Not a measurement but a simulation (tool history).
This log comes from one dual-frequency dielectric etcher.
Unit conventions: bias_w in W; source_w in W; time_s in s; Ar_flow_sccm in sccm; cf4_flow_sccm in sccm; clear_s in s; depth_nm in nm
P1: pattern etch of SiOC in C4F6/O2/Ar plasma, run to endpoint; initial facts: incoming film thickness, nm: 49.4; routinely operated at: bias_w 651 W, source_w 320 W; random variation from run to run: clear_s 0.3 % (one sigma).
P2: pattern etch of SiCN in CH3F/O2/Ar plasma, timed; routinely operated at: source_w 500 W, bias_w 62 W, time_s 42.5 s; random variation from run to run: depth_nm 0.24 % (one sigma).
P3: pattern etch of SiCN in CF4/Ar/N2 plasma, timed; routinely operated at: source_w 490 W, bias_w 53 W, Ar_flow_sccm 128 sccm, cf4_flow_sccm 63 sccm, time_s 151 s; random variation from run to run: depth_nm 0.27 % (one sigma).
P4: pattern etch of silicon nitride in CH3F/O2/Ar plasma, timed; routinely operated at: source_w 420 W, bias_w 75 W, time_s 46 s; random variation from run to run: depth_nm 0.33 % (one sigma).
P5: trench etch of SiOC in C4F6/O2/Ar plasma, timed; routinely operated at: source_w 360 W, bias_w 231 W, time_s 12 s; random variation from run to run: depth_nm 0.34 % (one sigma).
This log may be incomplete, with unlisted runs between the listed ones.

run	hour	process	bias_w	source_w	time_s	Ar_flow_sccm	cf4_flow_sccm	hours since the last wet clean	hours since the last bias power generator calibration	hours since the last source power generator calibration	clear_s	depth_nm
1	5.8	P1	651	320				119.7	747.1	1224.9	16.457	
2	10.5	P5	231	220	12			124.4	751.8	1229.6		21.534
3	18.3	P5	231	360	12			132.2	759.6	1237.4		25.725
4	23.6	P1	871	220				137.5	764.9	1242.7	16.78	
5	29.8	P3	53	490	214	128	63	143.7	771.1	1248.9		168.74
6	33.8	P5	231	360	17			147.7	775.1	1252.9		36.537
7	41.7	P1	651	390				155.6	783	1260.8	15.292	
8	47.6	P3	40	490	151	128	63	161.5	788.9	1266.7		108.76
9	52.8	P3	53	490	151	128	63	166.7	794.1	1271.9		119.49
10	61.2	P4	75	420	25.5			175.1	802.5	1280.3		18.104
11	68.9	P1	651	320				182.8	810.2	1288	16.465	
12	76.4	P3	53	370	151	128	63	190.3	817.7	1295.5		93.595
13	83.2	P2	62	500	42.5			197.1	824.5	1302.3		16.541
14	89	P3	53	490	151	128	63	202.9	830.3	1308.1		119.78
15	94.3	P2	62	690	42.5			208.2	835.6	1313.4		18.652
16	102.7	P1	651	320				216.6	844	1321.8	16.446	
17	111	P1	651	190				224.9	852.3	1330.1	19.856	
18	116.2	P1	434	260				230.1	857.5	1335.3	20.695	
19	122.8	P3	53	490	151	128	75	236.7	864.1	1341.9		123.05
20	127.9	P2	45	500	42.5			241.8	869.2	1347		14.91
21	134.6	P3	53	490	151	95	63	248.5	875.9	1353.7		125.35
22	138.7	P1	651	320				252.6	880	1357.8	16.461	
23	144.5	P5	168	360	12			258.4	885.8	1363.6		23.356
24	150.5	P1	443	320				264.4	891.8	1369.6	19.153	
25	154.7	P4	51	420	46			268.6	896	1373.8		28.649
26	159.9	P1	651	320				273.8	901.2	1379	16.497	
27	165.9	P1	535	400				279.8	907.2	1385	16.389	
28	170.9	P1	842	320				284.8	912.2	1390	14.894	
29	178.4	P5	231	360	12			292.3	919.7	1397.5		25.768
30	182.6	P4	75	420	46			296.5	923.9	1401.7		32.494
31	186.9	P2	62	500	33			300.8	928.2	1406		12.737
32	194.6	P2	62	500	42.5			308.5	935.9	1413.7		16.445
33	202.8	P1	651	320				316.7	944.1	1421.9	16.475	
34	208.5	P4	75	270	46			322.4	949.8	1427.6		27.715
35	213.5	P1	651	320				327.4	954.8	1432.6	16.471	
36	220.9	P1	651	320				334.8	962.2	1440	16.502	
37	229.2	P1	651	320				343.1	970.5	1448.3	16.681	
38	237.6	P1	651	320				351.5	978.9	1456.7	16.69	
39	242.2	P1	651	320				356.1	983.5	1461.3	16.711	
40	249.2	P1	651	320				363.1	990.5	1468.3	16.675	
# hour 250.5: wet clean of the chamber
41	256.3	P1	651	320				5.9	997.6	1475.4	16.765	
42	262.2	P1	651	320				11.8	1003.5	1481.3	16.762	
43	267.2	P1	651	320				16.8	1008.5	1486.3	16.683	

Compared with where it was, what P1 gives has crept away. Each cause listed below fits the log as well as the rest, at the size given for it:
A: source power that arrives under what is set, % = 4.1
B: bias power that arrives under what is set, % = 3.82
The creep began at about hour 213.5.
Why every other cause is out:
chamber walls in a state that lowers the etch rate, %: serviced after onset, at hour 250.5, with no recovery of the prior output

Listed below are the offered check runs, one wafer per run, with question marks in place of results. For which of them would the causes give clearly different outcomes?
check 1	272.2	P5	231	360	12							?
check 2	272.2	P4	75	420	46							?
check 3	272.2	P2	62	500	42.5							?
check 4	272.2	P3	53	490	151	128	63					?

What every check run would give for each of its results, assuming each possible cause in turn:
check	result	if A	if B
check 1	depth_nm	25.434	25.51
check 2	depth_nm	32.102	32.182
check 3	depth_nm	16.194	16.243
check 4	depth_nm	114.97	117.71
Separation of the two closest causes in each check, using whichever result separates them best: check 1 0.3 %; check 2 0.25 %; check 3 0.3 %; check 4 2.36 %
Of the check runs offered, only check 4 discriminates between the causes; the rest would read about the same regardless of which cause applies.

Here is what check 4 returned: depth_nm 114.88 nm. Which cause is it?

It is A: source power that arrives under what is set, %.

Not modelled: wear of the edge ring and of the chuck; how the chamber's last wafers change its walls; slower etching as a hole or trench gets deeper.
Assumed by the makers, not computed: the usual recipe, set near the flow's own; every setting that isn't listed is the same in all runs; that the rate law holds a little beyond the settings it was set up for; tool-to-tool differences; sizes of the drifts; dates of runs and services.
